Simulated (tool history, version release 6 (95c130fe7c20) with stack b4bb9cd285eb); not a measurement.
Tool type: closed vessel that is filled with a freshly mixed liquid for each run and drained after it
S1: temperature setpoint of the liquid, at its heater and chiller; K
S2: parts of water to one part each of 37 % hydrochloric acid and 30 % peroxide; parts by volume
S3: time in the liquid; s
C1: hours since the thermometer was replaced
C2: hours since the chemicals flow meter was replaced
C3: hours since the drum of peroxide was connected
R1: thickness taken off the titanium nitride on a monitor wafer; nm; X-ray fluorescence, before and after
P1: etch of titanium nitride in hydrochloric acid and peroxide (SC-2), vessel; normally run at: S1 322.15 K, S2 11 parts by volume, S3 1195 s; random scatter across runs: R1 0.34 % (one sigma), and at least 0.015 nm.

Run 1, day 0.458: S1 322.15 K, S2 11 parts by volume, S3 1195 s; C1 112; C2 661.2; C3 240.9. Result: R1 20.106 nm.
Run 2, day 0.679: S1 322.15 K, S2 11 parts by volume, S3 1195 s; C1 117.3; C2 666.5; C3 246.2. Result: R1 20.003 nm.
Run 3, day 0.962: S1 322.15 K, S2 11 parts by volume, S3 1195 s; C1 124.1; C2 673.3; C3 253. Result: R1 19.954 nm.
Run 4, day 1.175: S1 336.65 K, S2 11 parts by volume, S3 1195 s; C1 129.2; C2 678.4; C3 258.1. Result: R1 50.977 nm.
Run 5, day 1.625: S1 311.15 K, S2 11 parts by volume, S3 90 s; C1 140; C2 689.2; C3 268.9. Result: R1 0.70395 nm.
Run 6, day 1.846: S1 322.15 K, S2 11 parts by volume, S3 2035 s; C1 145.3; C2 694.5; C3 274.2. Result: R1 34.077 nm.
Run 7, day 2.262: S1 332.15 K, S2 11 parts by volume, S3 735 s; C1 155.3; C2 704.5; C3 284.2. Result: R1 23.463 nm.
Run 8, day 2.55: S1 322.15 K, S2 11 parts by volume, S3 75 s; C1 162.2; C2 711.4; C3 291.1. Result: R1 1.2808 nm.
Run 9, day 2.838: S1 322.15 K, S2 4 parts by volume, S3 1195 s; C1 169.1; C2 718.3; C3 298. Result: R1 43.233 nm.
Run 10, day 3.238: S1 308.15 K, S2 11 parts by volume, S3 1195 s; C1 178.7; C2 727.9; C3 307.6. Result: R1 7.4304 nm.
Run 11, day 3.512: S1 322.15 K, S2 11 parts by volume, S3 1195 s; C1 185.3; C2 734.5; C3 314.2. Result: R1 19.909 nm.
Run 12, day 3.812: S1 322.15 K, S2 11 parts by volume, S3 1195 s; C1 192.5; C2 741.7; C3 321.4. Result: R1 20.042 nm.
Run 13, day 4.05: S1 322.15 K, S2 11 parts by volume, S3 1195 s; C1 198.2; C2 747.4; C3 327.1. Result: R1 19.968 nm.
Run 14, day 4.271: S1 322.15 K, S2 6 parts by volume, S3 1830 s; C1 203.5; C2 752.7; C3 332.4. Result: R1 49.88 nm.
Run 15, day 4.667: S1 322.15 K, S2 19.5 parts by volume, S3 1195 s; C1 213; C2 762.2; C3 341.9. Result: R1 12.109 nm.
Run 16, day 4.988: S1 322.15 K, S2 11 parts by volume, S3 1195 s; C1 220.7; C2 769.9; C3 349.6. Result: R1 19.991 nm.
Run 17, day 5.262: S1 322.15 K, S2 11 parts by volume, S3 1195 s; C1 227.3; C2 776.5; C3 356.2. Result: R1 20.744 nm.

Expected results for the next run?
Run 18, day 5.571: S1 322.15 K, S2 11 parts by volume, S3 1195 s; C1 234.7; C2 783.9; C3 363.6. Result: R1 ?.

Run 18 yielded R1 21.127 nm.
